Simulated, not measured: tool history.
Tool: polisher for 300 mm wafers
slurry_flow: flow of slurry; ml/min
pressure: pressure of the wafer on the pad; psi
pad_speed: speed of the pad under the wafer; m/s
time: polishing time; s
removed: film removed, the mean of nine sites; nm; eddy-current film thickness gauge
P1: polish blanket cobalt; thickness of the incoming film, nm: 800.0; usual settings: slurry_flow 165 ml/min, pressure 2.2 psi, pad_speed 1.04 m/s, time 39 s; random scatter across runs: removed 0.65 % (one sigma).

run  hour  slurry_flow  pressure  pad_speed  time  wafers polished on this pad  hours since the slurry nozzle was cleaned  hours since the head pressure was calibrated  removed
  1   3.1          165       2.2       1.04    39                          278                                      221.3                                          48.9   232.11
  2   7.7          165       2.2       1.04    18                          317                                      225.9                                          53.5   106.88
  3  12.7          165       2.2       1.04    39                          361                                      230.9                                          58.5   233.21
  4  17.3          100       2.2       1.04    39                          401                                      235.5                                          63.1   210.78
  5  20.6          165       2.2       1.62    39                          429                                      238.8                                          66.4   366.12
  6    25          165       2.2       1.04    39                          467                                      243.2                                          70.8   233.15
  7  28.1          165       2.2       1.04    39                          494                                      246.3                                          73.9   234.83
  8  33.4          165       1.2       1.04    39                          540                                      251.6                                          79.2   126.47
  9  36.8          260       2.2       1.04    39                          570                                        255                                          82.6   243.39
 10  39.7          215       2.2       1.04    50                          595                                      257.9                                          85.5   308.24
 11    45          165       2.2       1.04    60                          641                                      263.2                                          90.8   355.25
 12  50.2          165       2.2       1.04    39                          686                                      268.4                                            96   231.45
 13  52.9          165       3.3       1.04    39                          709                                      271.1                                          98.7   346.64
 14  56.3          165       2.2       0.74    39                          739                                      274.5                                         102.1   166.33
 15  59.3          165       2.2       1.04    39                          764                                      277.5                                         105.1   234.24
 16  62.8          165       2.2       1.04    39                          795                                        281                                         108.6   229.44
 17  65.6          165       2.2       1.04    39                          819                                      283.8                                         111.4   222.07
 18  68.6          165       2.2       1.04    39                          845                                      286.8                                         114.4   222.11
 19  71.3          165       2.2       1.04    39                          868                                      289.5                                         117.1    219.6
 20    77          165       2.2       1.04    39                          918                                      295.2                                         122.8   219.62
 21  79.7          165       2.2       1.04    39                          941                                      297.9                                         125.5   218.53
     80.9  -- worn pad replaced by a new one
 22    83          165       2.2       1.04    39                           18                                      301.2                                         128.8   215.82
 23    88          165       2.2       1.04    39                           62                                      306.2                                         133.8   216.41
 24  90.8          165       2.2       1.04    39                           86                                        309                                         136.6   215.29

Compared with where it was, what P1 gives has crept away. Each cause listed below fits the log as well as the rest, at the size given for it:
A: slurry flow missing at the pad, % = 33.3
B: head's pressure below its setpoint, % = 7.46
The gradual shift began around hour 59.3.
All other causes, with the reason each is excluded:
removal rate lost through wear of the pad, %: serviced at hour 80.9, after the drift had started, without restoring the earlier output

The list below offers 4 check runs, each averaging the results of 5 wafers, and shows each result as a question mark. For which of them would the listed causes give clearly different results?
check 1  93.6          255       2.2       1.04    39                                                                                                                              ?
check 2  93.6          165       1.3       1.04    21                                                                                                                              ?
check 3  93.6          165       2.2       1.56    39                                                                                                                              ?
check 4  93.6          165       2.2        1.5    60                                                                                                                              ?

Predicted outcomes, by check and by cause:
  check   result    if A    if B
check 1  removed  234.06  228.12
check 2  removed  68.587  68.593
check 3  removed  323.34  323.36
check 4  removed  478.31  478.35
Gap, in per cent, between the two causes that each check separates least, read from the result that separates them most: check 1 2.57 %; check 2 0.01 %; check 3 0.01 %; check 4 0.01 %
Only check 1 tells the causes apart: in the others they would give nearly the same result.

The results of check 1 are: removed 232.59 nm. Based on these, which of the listed causes is it?

The correct cause is A, namely: slurry flow missing at the pad, %.

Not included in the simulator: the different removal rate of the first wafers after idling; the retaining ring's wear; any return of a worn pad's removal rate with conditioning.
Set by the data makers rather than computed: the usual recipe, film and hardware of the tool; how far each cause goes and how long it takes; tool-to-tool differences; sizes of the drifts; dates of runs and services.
